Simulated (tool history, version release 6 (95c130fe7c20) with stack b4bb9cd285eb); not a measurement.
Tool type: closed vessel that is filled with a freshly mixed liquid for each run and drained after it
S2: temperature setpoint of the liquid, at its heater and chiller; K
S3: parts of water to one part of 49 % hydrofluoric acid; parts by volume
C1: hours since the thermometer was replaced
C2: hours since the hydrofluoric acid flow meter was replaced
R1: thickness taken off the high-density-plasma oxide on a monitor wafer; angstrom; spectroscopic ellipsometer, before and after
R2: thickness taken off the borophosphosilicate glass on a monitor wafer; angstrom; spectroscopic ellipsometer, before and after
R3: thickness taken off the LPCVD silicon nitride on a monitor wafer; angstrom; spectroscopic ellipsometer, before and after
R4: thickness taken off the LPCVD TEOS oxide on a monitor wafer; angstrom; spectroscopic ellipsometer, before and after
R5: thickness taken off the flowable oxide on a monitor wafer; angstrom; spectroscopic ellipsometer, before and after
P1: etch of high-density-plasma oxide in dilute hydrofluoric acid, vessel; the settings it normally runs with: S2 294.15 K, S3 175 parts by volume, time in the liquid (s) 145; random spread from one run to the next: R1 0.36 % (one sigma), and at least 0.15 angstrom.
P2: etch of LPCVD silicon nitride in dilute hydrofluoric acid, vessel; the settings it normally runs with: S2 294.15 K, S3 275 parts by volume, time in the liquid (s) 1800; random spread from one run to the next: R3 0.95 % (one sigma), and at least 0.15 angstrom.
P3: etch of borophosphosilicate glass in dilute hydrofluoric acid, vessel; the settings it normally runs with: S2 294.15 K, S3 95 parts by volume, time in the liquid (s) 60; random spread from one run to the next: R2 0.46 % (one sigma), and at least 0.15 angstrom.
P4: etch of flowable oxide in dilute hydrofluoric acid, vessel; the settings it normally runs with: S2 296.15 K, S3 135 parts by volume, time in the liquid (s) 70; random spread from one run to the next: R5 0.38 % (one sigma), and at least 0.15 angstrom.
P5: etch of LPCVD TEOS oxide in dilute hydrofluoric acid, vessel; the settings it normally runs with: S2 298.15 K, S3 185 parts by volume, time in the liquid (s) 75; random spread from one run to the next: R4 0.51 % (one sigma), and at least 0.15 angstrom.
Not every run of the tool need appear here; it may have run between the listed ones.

Run 1, hour 6: process that ran P1, S2 294.15 K, S3 175 parts by volume, time in the liquid (s) 145; C1 816.3; C2 457.2. Result: R1 76.709 angstrom.
Run 2, hour 14.4: process that ran P3, S2 294.15 K, S3 95 parts by volume, time in the liquid (s) 60; C1 824.7; C2 465.6. Result: R2 210.56 angstrom.
Run 3, hour 20.6: process that ran P2, S2 302.15 K, S3 275 parts by volume, time in the liquid (s) 1800; C1 830.9; C2 471.8. Result: R3 44.207 angstrom.
Run 4, hour 26.1: process that ran P3, S2 294.15 K, S3 95 parts by volume, time in the liquid (s) 60; C1 836.4; C2 477.3. Result: R2 208.92 angstrom.
Run 5, hour 31.3: process that ran P1, S2 294.15 K, S3 265 parts by volume, time in the liquid (s) 145; C1 841.6; C2 482.5. Result: R1 47.016 angstrom.
At hour 32.3: hydrofluoric acid flow meter replaced.
Run 6, hour 37.4: process that ran P1, S2 294.15 K, S3 175 parts by volume, time in the liquid (s) 85; C1 847.7; C2 5.1. Result: R1 45.169 angstrom.
Run 7, hour 46.6: process that ran P2, S2 294.15 K, S3 275 parts by volume, time in the liquid (s) 2995; C1 856.9; C2 14.3. Result: R3 45.324 angstrom.
Run 8, hour 52.5: process that ran P5, S2 298.15 K, S3 80 parts by volume, time in the liquid (s) 75; C1 862.8; C2 20.2. Result: R4 223.35 angstrom.
Run 9, hour 59.8: process that ran P1, S2 294.15 K, S3 175 parts by volume, time in the liquid (s) 145; C1 870.1; C2 27.5. Result: R1 77.478 angstrom.
Run 10, hour 65.7: process that ran P4, S2 296.15 K, S3 135 parts by volume, time in the liquid (s) 70; C1 876; C2 33.4. Result: R5 219.64 angstrom.
Run 11, hour 71: process that ran P1, S2 294.15 K, S3 175 parts by volume, time in the liquid (s) 210; C1 881.3; C2 38.7. Result: R1 111.61 angstrom.
Run 12, hour 75.9: process that ran P4, S2 296.15 K, S3 135 parts by volume, time in the liquid (s) 30; C1 886.2; C2 43.6. Result: R5 93.506 angstrom.
Run 13, hour 82.5: process that ran P1, S2 290.15 K, S3 175 parts by volume, time in the liquid (s) 145; C1 892.8; C2 50.2. Result: R1 65.268 angstrom.
Run 14, hour 88.1: process that ran P1, S2 294.15 K, S3 80 parts by volume, time in the liquid (s) 145; C1 898.4; C2 55.8. Result: R1 187.82 angstrom.
Run 15, hour 94.7: process that ran P1, S2 290.65 K, S3 65 parts by volume, time in the liquid (s) 145; C1 905; C2 62.4. Result: R1 201.62 angstrom.
Run 16, hour 102.5: process that ran P4, S2 296.15 K, S3 20 parts by volume, time in the liquid (s) 70; C1 912.8; C2 70.2. Result: R5 1712.6 angstrom.
Run 17, hour 111.8: process that ran P5, S2 298.15 K, S3 185 parts by volume, time in the liquid (s) 75; C1 922.1; C2 79.5. Result: R4 85.506 angstrom.
Run 18, hour 117.8: process that ran P1, S2 294.15 K, S3 175 parts by volume, time in the liquid (s) 145; C1 928.1; C2 85.5. Result: R1 77.366 angstrom.
Run 19, hour 127: process that ran P5, S2 298.15 K, S3 185 parts by volume, time in the liquid (s) 75; C1 937.3; C2 94.7. Result: R4 85.887 angstrom.
Run 20, hour 135.1: process that ran P5, S2 298.15 K, S3 185 parts by volume, time in the liquid (s) 145; C1 945.4; C2 102.8. Result: R4 164.7 angstrom.
Run 21, hour 142.3: process that ran P2, S2 294.15 K, S3 140 parts by volume, time in the liquid (s) 1800; C1 952.6; C2 110. Result: R3 52.666 angstrom.
Run 22, hour 147.9: process that ran P3, S2 294.15 K, S3 165 parts by volume, time in the liquid (s) 60; C1 958.2; C2 115.6. Result: R2 111.66 angstrom.
Run 23, hour 154.2: process that ran P2, S2 294.15 K, S3 275 parts by volume, time in the liquid (s) 1800; C1 964.5; C2 121.9. Result: R3 26.742 angstrom.
Run 24, hour 163.7: process that ran P1, S2 294.15 K, S3 315 parts by volume, time in the liquid (s) 240; C1 974; C2 131.4. Result: R1 62.026 angstrom.
Run 25, hour 169.3: process that ran P1, S2 294.15 K, S3 175 parts by volume, time in the liquid (s) 145; C1 979.6; C2 137. Result: R1 77.111 angstrom.
Run 26, hour 175.4: process that ran P1, S2 302.15 K, S3 175 parts by volume, time in the liquid (s) 35; C1 985.7; C2 143.1. Result: R1 24.977 angstrom.
Run 27, hour 183.4: process that ran P3, S2 294.15 K, S3 95 parts by volume, time in the liquid (s) 115; C1 993.7; C2 151.1. Result: R2 397.11 angstrom.
Run 28, hour 188.2: process that ran P5, S2 292.65 K, S3 185 parts by volume, time in the liquid (s) 75; C1 998.5; C2 155.9. Result: R4 69.542 angstrom.
Run 29, hour 197.6: process that ran P4, S2 301.65 K, S3 135 parts by volume, time in the liquid (s) 70; C1 1007.9; C2 165.3. Result: R5 269.94 angstrom.
Run 30, hour 205.7: process that ran P3, S2 290.15 K, S3 95 parts by volume, time in the liquid (s) 60; C1 1016; C2 173.4. Result: R2 177.06 angstrom.
Run 31, hour 212.8: process that ran P1, S2 300.65 K, S3 175 parts by volume, time in the liquid (s) 145; C1 1023.1; C2 180.5. Result: R1 98.212 angstrom.
Run 32, hour 217.1: process that ran P1, S2 294.15 K, S3 175 parts by volume, time in the liquid (s) 145; C1 1027.4; C2 184.8. Result: R1 76.764 angstrom.
Run 33, hour 225.4: process that ran P1, S2 294.15 K, S3 175 parts by volume, time in the liquid (s) 145; C1 1035.7; C2 193.1. Result: R1 77.408 angstrom.
Run 34, hour 229.7: process that ran P1, S2 294.15 K, S3 175 parts by volume, time in the liquid (s) 145; C1 1040; C2 197.4. Result: R1 75.679 angstrom.
Run 35, hour 238.1: process that ran P1, S2 294.15 K, S3 175 parts by volume, time in the liquid (s) 145; C1 1048.4; C2 205.8. Result: R1 73.741 angstrom.
Run 36, hour 245.7: process that ran P1, S2 294.15 K, S3 175 parts by volume, time in the liquid (s) 145; C1 1056; C2 213.4. Result: R1 72.524 angstrom.
Run 37, hour 252.2: process that ran P1, S2 294.15 K, S3 175 parts by volume, time in the liquid (s) 145; C1 1062.5; C2 219.9. Result: R1 71.769 angstrom.
Run 38, hour 258.4: process that ran P1, S2 294.15 K, S3 175 parts by volume, time in the liquid (s) 145; C1 1068.7; C2 226.1. Result: R1 71.583 angstrom.
Run 39, hour 265.8: process that ran P1, S2 294.15 K, S3 175 parts by volume, time in the liquid (s) 145; C1 1076.1; C2 233.5. Result: R1 72.118 angstrom.
Run 40, hour 271.8: process that ran P1, S2 294.15 K, S3 175 parts by volume, time in the liquid (s) 145; C1 1082.1; C2 239.5. Result: R1 71.163 angstrom.
Run 41, hour 277.6: process that ran P1, S2 294.15 K, S3 175 parts by volume, time in the liquid (s) 145; C1 1087.9; C2 245.3. Result: R1 71.125 angstrom.
Run 42, hour 282.4: process that ran P1, S2 294.15 K, S3 175 parts by volume, time in the liquid (s) 145; C1 1092.7; C2 250.1. Result: R1 71.012 angstrom.
Run 43, hour 287.7: process that ran P1, S2 294.15 K, S3 175 parts by volume, time in the liquid (s) 145; C1 1098; C2 255.4. Result: R1 71.734 angstrom.
Run 44, hour 292.4: process that ran P1, S2 294.15 K, S3 175 parts by volume, time in the liquid (s) 145; C1 1102.7; C2 260.1. Result: R1 70.695 angstrom.

P1 no longer gives what it gave before; its output has crept away from where it was. The following 2 causes, each at its listed size, fit the log equally well:
A: liquid colder than its thermometer reads (K) = 2.04
B: hydrofluoric acid flow below the setpoint (%) = 6.5
The onset of the drift is placed at about hour 225.4.

Of the 4 check runs below, each run on 2 wafers with the results averaged and each result still a question mark, which one would tell the listed causes apart?
Run check 1, hour 297.1: process that ran P4, S2 300.65 K, S3 135 parts by volume, time in the liquid (s) 30. Result: R5 ?.
Run check 2, hour 297.1: process that ran P3, S2 294.15 K, S3 130 parts by volume, time in the liquid (s) 110. Result: R2 ?.
Run check 3, hour 297.1: process that ran P5, S2 298.15 K, S3 185 parts by volume, time in the liquid (s) 140. Result: R4 ?.
Run check 4, hour 297.1: process that ran P2, S2 299.15 K, S3 275 parts by volume, time in the liquid (s) 2750. Result: R3 ?.

Outcome of each check run for each possible cause:
  check  result    if A    if B
check 1      R5  103.49  103.26
check 2      R2  247.59  248.87
check 3      R4  148.29   147.5
check 4      R3  49.838  52.758
Distance between the nearest two causes, measured in the result of the check that separates them most: check 1 0.21 %; check 2 0.52 %; check 3 0.53 %; check 4 5.69 %
The causes can be told apart only by check 4. The other checks would give nearly the same results under each of them.

Check 4 was carried out, with these results: R3 50.652 angstrom. Which of the listed causes is responsible?

The correct cause is A, namely: liquid colder than its thermometer reads (K).

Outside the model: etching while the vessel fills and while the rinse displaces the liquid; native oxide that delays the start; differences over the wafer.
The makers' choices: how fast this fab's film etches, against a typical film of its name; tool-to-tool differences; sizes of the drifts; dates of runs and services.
